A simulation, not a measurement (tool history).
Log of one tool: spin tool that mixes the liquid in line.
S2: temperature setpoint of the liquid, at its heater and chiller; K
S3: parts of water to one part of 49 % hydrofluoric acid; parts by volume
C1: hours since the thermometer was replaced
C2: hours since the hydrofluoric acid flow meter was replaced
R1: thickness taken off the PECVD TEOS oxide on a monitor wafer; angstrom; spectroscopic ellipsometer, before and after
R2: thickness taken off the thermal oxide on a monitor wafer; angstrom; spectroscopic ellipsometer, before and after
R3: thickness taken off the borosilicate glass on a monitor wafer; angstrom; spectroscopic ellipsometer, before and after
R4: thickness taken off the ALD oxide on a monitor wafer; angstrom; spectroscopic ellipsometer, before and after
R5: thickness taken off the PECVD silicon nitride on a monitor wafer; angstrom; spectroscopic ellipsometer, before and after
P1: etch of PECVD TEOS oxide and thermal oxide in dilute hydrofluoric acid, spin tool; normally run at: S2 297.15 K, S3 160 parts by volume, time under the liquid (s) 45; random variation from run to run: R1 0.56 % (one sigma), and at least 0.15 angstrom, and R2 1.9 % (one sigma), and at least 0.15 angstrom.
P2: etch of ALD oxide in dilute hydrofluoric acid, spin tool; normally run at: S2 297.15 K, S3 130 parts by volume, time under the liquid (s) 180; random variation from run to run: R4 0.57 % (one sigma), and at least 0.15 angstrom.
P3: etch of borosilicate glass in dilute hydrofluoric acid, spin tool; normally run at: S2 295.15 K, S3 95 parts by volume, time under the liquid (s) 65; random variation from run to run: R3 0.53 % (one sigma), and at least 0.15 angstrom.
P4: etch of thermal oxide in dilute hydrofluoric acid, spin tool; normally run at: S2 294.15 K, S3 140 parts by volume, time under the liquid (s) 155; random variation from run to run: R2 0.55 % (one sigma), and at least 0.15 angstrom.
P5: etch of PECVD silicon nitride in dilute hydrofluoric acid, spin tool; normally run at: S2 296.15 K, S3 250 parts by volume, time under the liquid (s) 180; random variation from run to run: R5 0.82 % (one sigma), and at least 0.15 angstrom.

{"run": 1, "hour": 5.0, "process that ran": "P1", "S2": 297.15, "S3": 160, "time under the liquid (s)": 45, "C1": 514.5, "C2": 250.7, "R1": 44.321, "R2": 13.116}
{"run": 2, "hour": 11.4, "process that ran": "P1", "S2": 297.15, "S3": 160, "time under the liquid (s)": 45, "C1": 520.9, "C2": 257.1, "R1": 43.826, "R2": 12.556}
{"run": 3, "hour": 21.3, "process that ran": "P3", "S2": 295.15, "S3": 95, "time under the liquid (s)": 65, "C1": 530.8, "C2": 267.0, "R3": 150.31}
{"run": 4, "hour": 29.2, "process that ran": "P2", "S2": 297.15, "S3": 130, "time under the liquid (s)": 50, "C1": 538.7, "C2": 274.9, "R4": 40.175}
{"run": 5, "hour": 35.4, "process that ran": "P3", "S2": 295.15, "S3": 95, "time under the liquid (s)": 65, "C1": 544.9, "C2": 281.1, "R3": 149.98}
{"run": 6, "hour": 45.9, "process that ran": "P1", "S2": 297.15, "S3": 160, "time under the liquid (s)": 85, "C1": 555.4, "C2": 291.6, "R1": 83.354, "R2": 24.465}
{"run": 7, "hour": 56.2, "process that ran": "P4", "S2": 294.15, "S3": 140, "time under the liquid (s)": 155, "C1": 565.7, "C2": 301.9, "R2": 44.443}
{"run": 8, "hour": 66.8, "process that ran": "P1", "S2": 297.15, "S3": 160, "time under the liquid (s)": 45, "C1": 576.3, "C2": 312.5, "R1": 43.71, "R2": 12.753}
{"run": 9, "hour": 75.1, "process that ran": "P1", "S2": 293.15, "S3": 160, "time under the liquid (s)": 20, "C1": 584.6, "C2": 320.8, "R1": 16.797, "R2": 4.8877}
{"run": 10, "hour": 85.8, "process that ran": "P1", "S2": 300.65, "S3": 160, "time under the liquid (s)": 15, "C1": 595.3, "C2": 331.5, "R1": 16.401, "R2": 5.0876}
{"run": 11, "hour": 96.1, "process that ran": "P3", "S2": 295.15, "S3": 95, "time under the liquid (s)": 130, "C1": 605.6, "C2": 341.8, "R3": 302.01}
{"run": 12, "hour": 105.1, "process that ran": "P1", "S2": 305.15, "S3": 260, "time under the liquid (s)": 45, "C1": 614.6, "C2": 350.8, "R1": 32.099, "R2": 8.9138}
{"run": 13, "hour": 114.9, "process that ran": "P5", "S2": 296.15, "S3": 250, "time under the liquid (s)": 90, "C1": 624.4, "C2": 360.6, "R5": 15.434}
{"run": 14, "hour": 123.9, "process that ran": "P1", "S2": 297.15, "S3": 250, "time under the liquid (s)": 45, "C1": 633.4, "C2": 369.6, "R1": 25.482, "R2": 7.315}
{"run": 15, "hour": 129.3, "process that ran": "P1", "S2": 297.15, "S3": 160, "time under the liquid (s)": 45, "C1": 638.8, "C2": 375.0, "R1": 44.218, "R2": 12.64}
{"run": 16, "hour": 135.2, "process that ran": "P1", "S2": 297.15, "S3": 50, "time under the liquid (s)": 45, "C1": 644.7, "C2": 380.9, "R1": 159.98, "R2": 48.005}
{"run": 17, "hour": 140.5, "process that ran": "P2", "S2": 297.15, "S3": 210, "time under the liquid (s)": 180, "C1": 650.0, "C2": 386.2, "R4": 81.666}
{"run": 18, "hour": 150.5, "process that ran": "P5", "S2": 303.65, "S3": 250, "time under the liquid (s)": 180, "C1": 660.0, "C2": 396.2, "R5": 49.348}
{"run": 19, "hour": 158.1, "process that ran": "P2", "S2": 297.15, "S3": 130, "time under the liquid (s)": 180, "C1": 667.6, "C2": 403.8, "R4": 143.25}
{"run": 20, "hour": 163.0, "process that ran": "P3", "S2": 299.65, "S3": 95, "time under the liquid (s)": 65, "C1": 672.5, "C2": 408.7, "R3": 179.91}
{"run": 21, "hour": 170.1, "process that ran": "P5", "S2": 296.15, "S3": 50, "time under the liquid (s)": 180, "C1": 679.6, "C2": 415.8, "R5": 151.91}
{"run": 22, "hour": 179.9, "process that ran": "P2", "S2": 304.65, "S3": 130, "time under the liquid (s)": 180, "C1": 689.4, "C2": 425.6, "R4": 191.51}
{"hour": 182.4, "done": "thermometer replaced"}
{"run": 23, "hour": 190.9, "process that ran": "P3", "S2": 295.15, "S3": 175, "time under the liquid (s)": 65, "C1": 8.5, "C2": 436.6, "R3": 74.723}
{"run": 24, "hour": 199.8, "process that ran": "P4", "S2": 294.15, "S3": 140, "time under the liquid (s)": 300, "C1": 17.4, "C2": 445.5, "R2": 86.409}
{"run": 25, "hour": 209.3, "process that ran": "P4", "S2": 294.15, "S3": 140, "time under the liquid (s)": 155, "C1": 26.9, "C2": 455.0, "R2": 44.416}
{"run": 26, "hour": 219.3, "process that ran": "P4", "S2": 294.15, "S3": 240, "time under the liquid (s)": 155, "C1": 36.9, "C2": 465.0, "R2": 23.49}
{"run": 27, "hour": 225.3, "process that ran": "P5", "S2": 296.15, "S3": 250, "time under the liquid (s)": 180, "C1": 42.9, "C2": 471.0, "R5": 32.245}
{"run": 28, "hour": 231.4, "process that ran": "P1", "S2": 293.15, "S3": 160, "time under the liquid (s)": 45, "C1": 49.0, "C2": 477.1, "R1": 37.911, "R2": 11.358}

Run 29 comes next. What will it give?
{"run": 29, "hour": 238.2, "process that ran": "P1", "S2": 304.65, "S3": 160, "time under the liquid (s)": 45, "C1": 55.8, "C2": 483.9, "R1": "?", "R2": "?"}

R1: 57.670 angstrom
R2: 17.1160 angstrom
